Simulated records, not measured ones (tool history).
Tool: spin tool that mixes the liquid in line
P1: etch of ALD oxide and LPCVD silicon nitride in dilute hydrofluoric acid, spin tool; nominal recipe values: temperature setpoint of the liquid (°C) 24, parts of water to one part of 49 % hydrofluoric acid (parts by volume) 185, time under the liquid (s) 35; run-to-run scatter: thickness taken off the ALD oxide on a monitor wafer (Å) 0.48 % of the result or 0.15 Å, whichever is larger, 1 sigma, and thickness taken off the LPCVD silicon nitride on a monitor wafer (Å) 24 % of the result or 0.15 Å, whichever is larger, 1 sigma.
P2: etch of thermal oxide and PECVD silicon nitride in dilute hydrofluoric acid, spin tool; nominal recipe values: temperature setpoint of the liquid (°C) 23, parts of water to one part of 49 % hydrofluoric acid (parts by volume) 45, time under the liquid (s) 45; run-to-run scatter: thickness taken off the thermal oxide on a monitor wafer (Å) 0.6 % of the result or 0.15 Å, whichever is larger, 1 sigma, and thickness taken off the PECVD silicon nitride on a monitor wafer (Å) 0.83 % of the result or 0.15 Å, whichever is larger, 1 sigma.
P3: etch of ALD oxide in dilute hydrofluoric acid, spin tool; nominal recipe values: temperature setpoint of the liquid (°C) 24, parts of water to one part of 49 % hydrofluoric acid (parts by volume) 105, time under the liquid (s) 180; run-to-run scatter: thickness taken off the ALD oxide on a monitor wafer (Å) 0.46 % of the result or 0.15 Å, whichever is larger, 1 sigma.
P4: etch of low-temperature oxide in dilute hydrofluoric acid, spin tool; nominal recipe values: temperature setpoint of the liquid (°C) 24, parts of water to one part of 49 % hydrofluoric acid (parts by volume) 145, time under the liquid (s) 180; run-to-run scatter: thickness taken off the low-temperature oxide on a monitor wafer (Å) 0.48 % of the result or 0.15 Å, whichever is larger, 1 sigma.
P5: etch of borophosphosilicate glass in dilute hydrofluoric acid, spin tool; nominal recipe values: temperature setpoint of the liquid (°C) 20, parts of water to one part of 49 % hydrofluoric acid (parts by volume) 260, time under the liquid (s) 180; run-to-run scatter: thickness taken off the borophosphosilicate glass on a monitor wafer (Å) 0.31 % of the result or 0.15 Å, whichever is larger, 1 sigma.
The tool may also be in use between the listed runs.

run	hour	process that ran	temperature setpoint of the liquid (°C)	parts of water to one part of 49 % hydrofluoric acid (parts by volume)	time under the liquid (s)	hours since the thermometer was replaced	hours since the hydrofluoric acid flow meter was replaced	thickness taken off the ALD oxide on a monitor wafer (Å)	thickness taken off the LPCVD silicon nitride on a monitor wafer (Å)	thickness taken off the thermal oxide on a monitor wafer (Å)	thickness taken off the PECVD silicon nitride on a monitor wafer (Å)	thickness taken off the low-temperature oxide on a monitor wafer (Å)	thickness taken off the borophosphosilicate glass on a monitor wafer (Å)
1	8.3	P1	24	185	35	1027.7	123.7	57.047	1.0828				
2	18.3	P1	24	185	35	1037.7	133.7	57.044	0.814				
3	28	P2	23	45	25	1047.4	143.4			26.585	18.376		
4	38.4	P1	28	185	35	1057.8	153.8	65.931	0.97034				
5	50	P1	24	185	55	1069.4	165.4	89.468	2.2663				
6	63	P2	23	65	45	1082.4	178.4			31.937	22.487		
7	70.2	P4	24	145	330	1089.6	185.6					234.06	
8	84.5	P3	24	180	180	1103.9	199.9	135.07					
9	95	P3	24	105	70	1114.4	210.4	98.154					
10	104.4	P5	20	135	180	1123.8	219.8						424.88
11	111.4	P3	24	105	180	1130.8	226.8	252.65					
12	121.2	P1	24	185	35	1140.6	236.6	57.383	1.0843				
13	130.2	P1	24	45	35	1149.6	245.6	276.41	3.474				
14	144.9	P4	19.5	145	180	1164.3	260.3					107.46	
15	152	P5	20	260	260	1171.4	267.4						282.39
16	160.1	P1	24	185	15	1179.5	275.5	24.252	0.42226				
17	171.9	P1	20	185	65	1191.3	287.3	89.924	1.2685				
18	183.1	P3	19	105	180	1202.5	298.5	208.41					
19	190	P2	23	45	45	1209.4	305.4			47.598	32.315		
20	203.7	P5	20	260	180	1223.1	319.1						195.65
21	211.5	P1	24	185	35	1230.9	326.9	57.231	1.0207				
22	221.3	P4	24	145	180	1240.7	336.7					129.19	
23	231.5	P2	28	45	45	1250.9	346.9			57.755	45.415		
24	244.9	P1	24	260	50	1264.3	360.3	53.144	0.87068				
25	255	P1	24	265	35	1274.4	370.4	36.421	0.97111				
26	267.5	P2	23	45	45	1286.9	382.9			47.416	32.59		
27	280.2	P4	24	145	180	1299.6	395.6					127.9	
28	289	P1	20	185	35	1308.4	404.4	49.026	0.72339				
29	300.9	P5	28	260	180	1320.3	416.3						260.28
30	308.8	P4	24	35	180	1328.2	424.2					612.59	
31	316.8	P1	24	185	35	1336.2	432.2	56.738	0.99613				
32	329.5	P1	24	185	35	1348.9	444.9	58.353	0.73545				
33	338	P1	24	185	35	1357.4	453.4	59.125	0.72723				
34	352	P1	24	185	35	1371.4	467.4	60.581	1.0229				
35	364.1	P1	24	185	35	1383.5	479.5	60.914	0.91707				
36	370.9	P1	24	185	35	1390.3	486.3	61.392	1.3031				
37	385.4	P1	24	185	35	1404.8	500.8	61.239	0.99402				
38	400.4	P1	24	185	35	1419.8	515.8	61.203	0.8269				
39	415.5	P1	24	185	35	1434.9	530.9	61.379	1.1587				
40	427.2	P1	24	185	35	1446.6	542.6	62.132	1.62				
41	436.4	P1	24	185	35	1455.8	551.8	62.362	1.0538				
42	449.8	P1	24	185	35	1469.2	565.2	62.092	0.90892				

What P1 gives has crept away from where it was. These 2 causes fit the log equally well, each at the size given:
A: hydrofluoric acid flow above the setpoint (%) = 7.67
B: liquid hotter than its thermometer reads (K) = 2.41
The process output started creeping at around hour 316.8.

4 check runs are offered, one wafer each, their results left as question marks. Which one tells the causes apart?
check 1	463.2	P5	20	260	180								?
check 2	463.2	P2	23	45	45					?	?		
check 3	463.2	P3	24	105	180			?					
check 4	463.2	P4	24	145	180							?	

If the cause were each of the candidates in turn, the checks would give the following:
check	result	if A	if B
check 1	thickness taken off the borophosphosilicate glass on a monitor wafer (Å)	214.1	213.56
check 2	thickness taken off the thermal oxide on a monitor wafer (Å)	51.214	52.313
check 2	thickness taken off the PECVD silicon nitride on a monitor wafer (Å)	35.19	38.525
check 3	thickness taken off the ALD oxide on a monitor wafer (Å)	274.38	277.42
check 4	thickness taken off the low-temperature oxide on a monitor wafer (Å)	140.16	140.92
Minimum pairwise separation of causes per check, each pair taken at its best-separating result: check 1 0.25 %; check 2 9.06 %; check 3 1.1 %; check 4 0.55 %
Check 2 is the one run that separates the causes; every other check would come out nearly the same whichever cause is at work.

Then check 2 was run and gave: thickness taken off the thermal oxide on a monitor wafer (Å) 50.822; thickness taken off the PECVD silicon nitride on a monitor wafer (Å) 35.417. Which cause is it?

The correct cause is A, namely: hydrofluoric acid flow above the setpoint (%).

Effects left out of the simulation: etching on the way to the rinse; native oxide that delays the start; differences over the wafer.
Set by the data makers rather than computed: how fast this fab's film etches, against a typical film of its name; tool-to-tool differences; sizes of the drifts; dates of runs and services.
